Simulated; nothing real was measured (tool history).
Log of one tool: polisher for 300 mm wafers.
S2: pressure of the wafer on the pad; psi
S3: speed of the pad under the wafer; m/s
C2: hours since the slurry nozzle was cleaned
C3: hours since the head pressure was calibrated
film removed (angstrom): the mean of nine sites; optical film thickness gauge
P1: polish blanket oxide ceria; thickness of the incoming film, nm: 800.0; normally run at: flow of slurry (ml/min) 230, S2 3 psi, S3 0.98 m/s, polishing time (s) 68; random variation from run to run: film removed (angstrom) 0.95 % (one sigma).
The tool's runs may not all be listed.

Run 1, day 0.338: flow of slurry (ml/min) 230, S2 3 psi, S3 0.98 m/s, polishing time (s) 68; wafers polished on this pad 384; C2 65.6; C3 887.4. Result: film removed (angstrom) 2209.4.
Run 2, day 0.758: flow of slurry (ml/min) 230, S2 4.5 psi, S3 0.98 m/s, polishing time (s) 68; wafers polished on this pad 476; C2 75.7; C3 897.5. Result: film removed (angstrom) 3251.6.
Run 3, day 1.162: flow of slurry (ml/min) 325, S2 3 psi, S3 1.22 m/s, polishing time (s) 68; wafers polished on this pad 564; C2 85.4; C3 907.2. Result: film removed (angstrom) 2861.8.
Run 4, day 1.421: flow of slurry (ml/min) 230, S2 3 psi, S3 0.98 m/s, polishing time (s) 108; wafers polished on this pad 620; C2 91.6; C3 913.4. Result: film removed (angstrom) 3479.2.
Run 5, day 1.846: flow of slurry (ml/min) 140, S2 3 psi, S3 0.98 m/s, polishing time (s) 68; wafers polished on this pad 713; C2 101.8; C3 923.6. Result: film removed (angstrom) 2080.1.
Run 6, day 2.121: flow of slurry (ml/min) 230, S2 3 psi, S3 0.98 m/s, polishing time (s) 68; wafers polished on this pad 772; C2 108.4; C3 930.2. Result: film removed (angstrom) 2178.4.
Run 7, day 2.4: flow of slurry (ml/min) 230, S2 3 psi, S3 0.54 m/s, polishing time (s) 68; wafers polished on this pad 833; C2 115.1; C3 936.9. Result: film removed (angstrom) 1231.8.
Run 8, day 2.633: flow of slurry (ml/min) 230, S2 3 psi, S3 0.98 m/s, polishing time (s) 45; wafers polished on this pad 884; C2 120.7; C3 942.5. Result: film removed (angstrom) 1471.
Run 9, day 2.908: flow of slurry (ml/min) 230, S2 3 psi, S3 0.98 m/s, polishing time (s) 68; wafers polished on this pad 944; C2 127.3; C3 949.1. Result: film removed (angstrom) 2157.3.
Run 10, day 3.342: flow of slurry (ml/min) 295, S2 4.1 psi, S3 0.98 m/s, polishing time (s) 68; wafers polished on this pad 1039; C2 137.7; C3 959.5. Result: film removed (angstrom) 3094.4.
Run 11, day 3.683: flow of slurry (ml/min) 230, S2 3 psi, S3 0.98 m/s, polishing time (s) 68; wafers polished on this pad 1113; C2 145.9; C3 967.7. Result: film removed (angstrom) 2201.1.
Run 12, day 3.942: flow of slurry (ml/min) 230, S2 3 psi, S3 0.98 m/s, polishing time (s) 68; wafers polished on this pad 1169; C2 152.1; C3 973.9. Result: film removed (angstrom) 2187.4.
Run 13, day 4.196: flow of slurry (ml/min) 230, S2 3 psi, S3 0.98 m/s, polishing time (s) 68; wafers polished on this pad 1225; C2 158.2; C3 980. Result: film removed (angstrom) 2198.
Run 14, day 4.579: flow of slurry (ml/min) 305, S2 3 psi, S3 0.98 m/s, polishing time (s) 68; wafers polished on this pad 1308; C2 167.4; C3 989.2. Result: film removed (angstrom) 2245.6.
Run 15, day 5.021: flow of slurry (ml/min) 230, S2 3 psi, S3 0.98 m/s, polishing time (s) 68; wafers polished on this pad 1404; C2 178; C3 999.8. Result: film removed (angstrom) 2220.1.
Run 16, day 5.429: flow of slurry (ml/min) 230, S2 3 psi, S3 1.4 m/s, polishing time (s) 68; wafers polished on this pad 1493; C2 187.8; C3 1009.6. Result: film removed (angstrom) 3120.4.
Run 17, day 5.638: flow of slurry (ml/min) 230, S2 1.9 psi, S3 0.98 m/s, polishing time (s) 68; wafers polished on this pad 1539; C2 192.8; C3 1014.6. Result: film removed (angstrom) 1384.5.
Run 18, day 5.954: flow of slurry (ml/min) 230, S2 3 psi, S3 0.98 m/s, polishing time (s) 68; wafers polished on this pad 1608; C2 200.4; C3 1022.2. Result: film removed (angstrom) 2233.2.

Forecast run 19:
Run 19, day 6.367: flow of slurry (ml/min) 230, S2 3 psi, S3 0.98 m/s, polishing time (s) 68; wafers polished on this pad 1698; C2 210.3; C3 1032.1. Result: film removed (angstrom) ?.

{"run 19": {"film removed (angstrom)": 2133.2}}

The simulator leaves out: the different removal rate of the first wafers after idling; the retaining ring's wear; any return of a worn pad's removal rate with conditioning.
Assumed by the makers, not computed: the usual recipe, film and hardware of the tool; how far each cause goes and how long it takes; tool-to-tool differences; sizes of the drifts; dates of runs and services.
